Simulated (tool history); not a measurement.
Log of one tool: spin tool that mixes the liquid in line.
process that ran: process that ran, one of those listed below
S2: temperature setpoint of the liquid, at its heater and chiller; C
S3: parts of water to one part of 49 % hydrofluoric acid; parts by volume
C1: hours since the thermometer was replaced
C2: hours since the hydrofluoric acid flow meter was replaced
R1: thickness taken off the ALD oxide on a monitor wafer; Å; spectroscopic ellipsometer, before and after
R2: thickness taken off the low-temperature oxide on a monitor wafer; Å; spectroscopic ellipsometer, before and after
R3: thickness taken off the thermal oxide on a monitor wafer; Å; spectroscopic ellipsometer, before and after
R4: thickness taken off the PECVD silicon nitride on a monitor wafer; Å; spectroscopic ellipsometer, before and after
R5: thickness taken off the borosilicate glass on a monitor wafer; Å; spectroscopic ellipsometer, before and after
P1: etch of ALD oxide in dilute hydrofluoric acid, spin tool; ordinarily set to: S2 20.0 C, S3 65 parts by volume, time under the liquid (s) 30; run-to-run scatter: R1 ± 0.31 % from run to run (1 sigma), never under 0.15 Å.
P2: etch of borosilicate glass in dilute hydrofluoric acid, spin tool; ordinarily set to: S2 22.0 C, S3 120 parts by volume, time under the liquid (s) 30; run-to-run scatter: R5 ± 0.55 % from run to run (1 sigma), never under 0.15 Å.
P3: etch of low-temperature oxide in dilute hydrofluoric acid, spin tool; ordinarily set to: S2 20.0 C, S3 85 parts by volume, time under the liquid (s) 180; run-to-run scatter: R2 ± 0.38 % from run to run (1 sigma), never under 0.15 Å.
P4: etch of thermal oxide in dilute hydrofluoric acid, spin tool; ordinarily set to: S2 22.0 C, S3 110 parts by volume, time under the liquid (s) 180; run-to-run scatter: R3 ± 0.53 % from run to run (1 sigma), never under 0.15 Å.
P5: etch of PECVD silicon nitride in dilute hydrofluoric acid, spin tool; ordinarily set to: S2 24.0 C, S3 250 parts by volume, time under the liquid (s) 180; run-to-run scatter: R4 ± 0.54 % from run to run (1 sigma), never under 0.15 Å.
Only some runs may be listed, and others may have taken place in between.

run 1 hour=15.6 | process_that_ran=P1 S2=20.0 S3=65 time_under_the_liquid_(s)=30 | C1=2001.3 C2=1186.1 | R1=109.210
run 2 hour=26.4 | process_that_ran=P1 S2=20.0 S3=65 time_under_the_liquid_(s)=15 | C1=2012.1 C2=1196.9 | R1=54.424
run 3 hour=41.6 | process_that_ran=P3 S2=20.0 S3=85 time_under_the_liquid_(s)=180 | C1=2027.3 C2=1212.1 | R2=268.360
run 4 hour=57.6 | process_that_ran=P1 S2=20.0 S3=65 time_under_the_liquid_(s)=30 | C1=2043.3 C2=1228.1 | R1=109.570
run 5 hour=68.5 | process_that_ran=P4 S2=22.0 S3=70 time_under_the_liquid_(s)=180 | C1=2054.2 C2=1239.0 | R3=110.9100
run 6 hour=84.9 | process_that_ran=P1 S2=20.0 S3=20 time_under_the_liquid_(s)=30 | C1=2070.6 C2=1255.4 | R1=375.740
run 7 hour=93.9 | process_that_ran=P1 S2=20.0 S3=65 time_under_the_liquid_(s)=30 | C1=2079.6 C2=1264.4 | R1=109.150
run 8 hour=109.4 | process_that_ran=P3 S2=20.0 S3=85 time_under_the_liquid_(s)=15 | C1=2095.1 C2=1279.9 | R2=22.418
run 9 hour=119.1 | process_that_ran=P1 S2=20.0 S3=95 time_under_the_liquid_(s)=15 | C1=2104.8 C2=1289.6 | R1=36.546
run 10 hour=127.6 | process_that_ran=P1 S2=20.0 S3=105 time_under_the_liquid_(s)=30 | C1=2113.3 C2=1298.1 | R1=64.537
run 11 hour=135.8 | process_that_ran=P5 S2=24.0 S3=250 time_under_the_liquid_(s)=330 | C1=2121.5 C2=1306.3 | R4=76.367
run 12 hour=152.2 | process_that_ran=P1 S2=20.0 S3=65 time_under_the_liquid_(s)=30 | C1=2137.9 C2=1322.7 | R1=109.730
run 13 hour=164.8 | process_that_ran=P1 S2=20.0 S3=65 time_under_the_liquid_(s)=30 | C1=2150.5 C2=1335.3 | R1=109.700
run 14 hour=172.9 | process_that_ran=P2 S2=22.0 S3=175 time_under_the_liquid_(s)=30 | C1=2158.6 C2=1343.4 | R5=67.337
run 15 hour=181.5 | process_that_ran=P4 S2=22.0 S3=110 time_under_the_liquid_(s)=180 | C1=2167.2 C2=1352.0 | R3=67.0830
run 16 hour=197.8 | process_that_ran=P4 S2=22.0 S3=110 time_under_the_liquid_(s)=180 | C1=2183.5 C2=1368.3 | R3=66.7700
run 17 hour=213.9 | process_that_ran=P2 S2=22.0 S3=120 time_under_the_liquid_(s)=30 | C1=2199.6 C2=1384.4 | R5=104.020
run 18 hour=231.1 | process_that_ran=P3 S2=28.0 S3=85 time_under_the_liquid_(s)=180 | C1=2216.8 C2=1401.6 | R2=370.740
run 19 hour=249.2 | process_that_ran=P1 S2=17.0 S3=65 time_under_the_liquid_(s)=30 | C1=2234.9 C2=1419.7 | R1=96.623
run 20 hour=264.4 | process_that_ran=P5 S2=24.0 S3=250 time_under_the_liquid_(s)=180 | C1=2250.1 C2=1434.9 | R4=41.822
run 21 hour=274.5 | process_that_ran=P2 S2=22.0 S3=120 time_under_the_liquid_(s)=30 | C1=2260.2 C2=1445.0 | R5=104.050
run 22 hour=287.4 | process_that_ran=P1 S2=20.0 S3=65 time_under_the_liquid_(s)=30 | C1=2273.1 C2=1457.9 | R1=109.430
run 23 hour=295.7 | process_that_ran=P5 S2=19.5 S3=250 time_under_the_liquid_(s)=180 | C1=2281.4 C2=1466.2 | R4=31.734
run 24 hour=304.5 | process_that_ran=P4 S2=22.0 S3=110 time_under_the_liquid_(s)=15 | C1=2290.2 C2=1475.0 | R3=5.9619
run 25 hour=318.9 | process_that_ran=P5 S2=24.0 S3=415 time_under_the_liquid_(s)=180 | C1=2304.6 C2=1489.4 | R4=25.669
run 26 hour=333.7 | process_that_ran=P5 S2=24.0 S3=250 time_under_the_liquid_(s)=180 | C1=2319.4 C2=1504.2 | R4=42.309
run 27 hour=344.2 | process_that_ran=P1 S2=20.0 S3=95 time_under_the_liquid_(s)=15 | C1=2329.9 C2=1514.7 | R1=35.991
-- hour=349.0 thermometer replaced
run 28 hour=360.2 | process_that_ran=P1 S2=24.5 S3=65 time_under_the_liquid_(s)=30 | C1=11.3 C2=1530.7 | R1=132.320
run 29 hour=377.2 | process_that_ran=P1 S2=20.0 S3=65 time_under_the_liquid_(s)=30 | C1=28.3 C2=1547.7 | R1=109.040
run 30 hour=393.6 | process_that_ran=P3 S2=20.0 S3=40 time_under_the_liquid_(s)=180 | C1=44.7 C2=1564.1 | R2=599.950
run 31 hour=403.3 | process_that_ran=P2 S2=22.0 S3=120 time_under_the_liquid_(s)=45 | C1=54.4 C2=1573.8 | R5=154.160
run 32 hour=414.8 | process_that_ran=P4 S2=17.0 S3=110 time_under_the_liquid_(s)=180 | C1=65.9 C2=1585.3 | R3=54.5970
run 33 hour=424.0 | process_that_ran=P1 S2=20.0 S3=65 time_under_the_liquid_(s)=45 | C1=75.1 C2=1594.5 | R1=164.270
run 34 hour=439.8 | process_that_ran=P2 S2=18.0 S3=120 time_under_the_liquid_(s)=30 | C1=90.9 C2=1610.3 | R5=88.188
run 35 hour=450.5 | process_that_ran=P1 S2=20.0 S3=65 time_under_the_liquid_(s)=30 | C1=101.6 C2=1621.0 | R1=109.480
run 36 hour=463.3 | process_that_ran=P1 S2=20.0 S3=65 time_under_the_liquid_(s)=30 | C1=114.4 C2=1633.8 | R1=106.950
run 37 hour=475.7 | process_that_ran=P1 S2=20.0 S3=65 time_under_the_liquid_(s)=30 | C1=126.8 C2=1646.2 | R1=104.980
run 38 hour=490.3 | process_that_ran=P1 S2=20.0 S3=65 time_under_the_liquid_(s)=30 | C1=141.4 C2=1660.8 | R1=103.850
run 39 hour=501.7 | process_that_ran=P1 S2=20.0 S3=65 time_under_the_liquid_(s)=30 | C1=152.8 C2=1672.2 | R1=104.200
run 40 hour=509.8 | process_that_ran=P1 S2=20.0 S3=65 time_under_the_liquid_(s)=30 | C1=160.9 C2=1680.3 | R1=104.700
run 41 hour=523.8 | process_that_ran=P1 S2=20.0 S3=65 time_under_the_liquid_(s)=30 | C1=174.9 C2=1694.3 | R1=103.450
run 42 hour=533.7 | process_that_ran=P1 S2=20.0 S3=65 time_under_the_liquid_(s)=30 | C1=184.8 C2=1704.2 | R1=102.990
run 43 hour=549.9 | process_that_ran=P1 S2=20.0 S3=65 time_under_the_liquid_(s)=30 | C1=201.0 C2=1720.4 | R1=102.570
run 44 hour=562.3 | process_that_ran=P1 S2=20.0 S3=65 time_under_the_liquid_(s)=30 | C1=213.4 C2=1732.8 | R1=102.970
run 45 hour=576.6 | process_that_ran=P1 S2=20.0 S3=65 time_under_the_liquid_(s)=30 | C1=227.7 C2=1747.1 | R1=102.900

The output of P1 has drifted from where it used to be. Each of the 2 causes below, taken at the size shown beside it, accounts for the log equally well:
A: liquid colder than its thermometer reads (K) = 1.44
B: hydrofluoric acid flow below the setpoint (%) = 5.46
Onset of the creep was near hour 450.5.

Consider the 4 check runs below, whose results appear as question marks and each of which averages 2 wafers. Which one distinguishes the causes, in that each cause would give it a clearly different result?
run check 1 hour=590.9 | process_that_ran=P2 S2=22.0 S3=120 time_under_the_liquid_(s)=30 | R5=?
run check 2 hour=590.9 | process_that_ran=P5 S2=24.0 S3=250 time_under_the_liquid_(s)=180 | R4=?
run check 3 hour=590.9 | process_that_ran=P3 S2=20.0 S3=85 time_under_the_liquid_(s)=180 | R2=?
run check 4 hour=590.9 | process_that_ran=P4 S2=22.0 S3=110 time_under_the_liquid_(s)=180 | R3=?

Outcome of each check run for each possible cause:
check=check_1 result=R5 if_A=97.891 if_B=97.277
check=check_2 result=R4 if_A=38.437 if_B=39.783
check=check_3 result=R2 if_A=253.530 if_B=253.110
check=check_4 result=R3 if_A=63.2160 if_B=62.8790
Gap, in per cent, between the two causes that each check separates least, read from the result that separates them most: check 1 0.63 %; check 2 3.44 %; check 3 0.16 %; check 4 0.53 %
Of the check runs offered, only check 2 discriminates between the causes; the rest would read about the same regardless of which cause applies.

Check 2 has now been run. It gave: R4 38.346 Å. Which of the candidate causes is it?

The correct cause is A, namely: liquid colder than its thermometer reads (K).
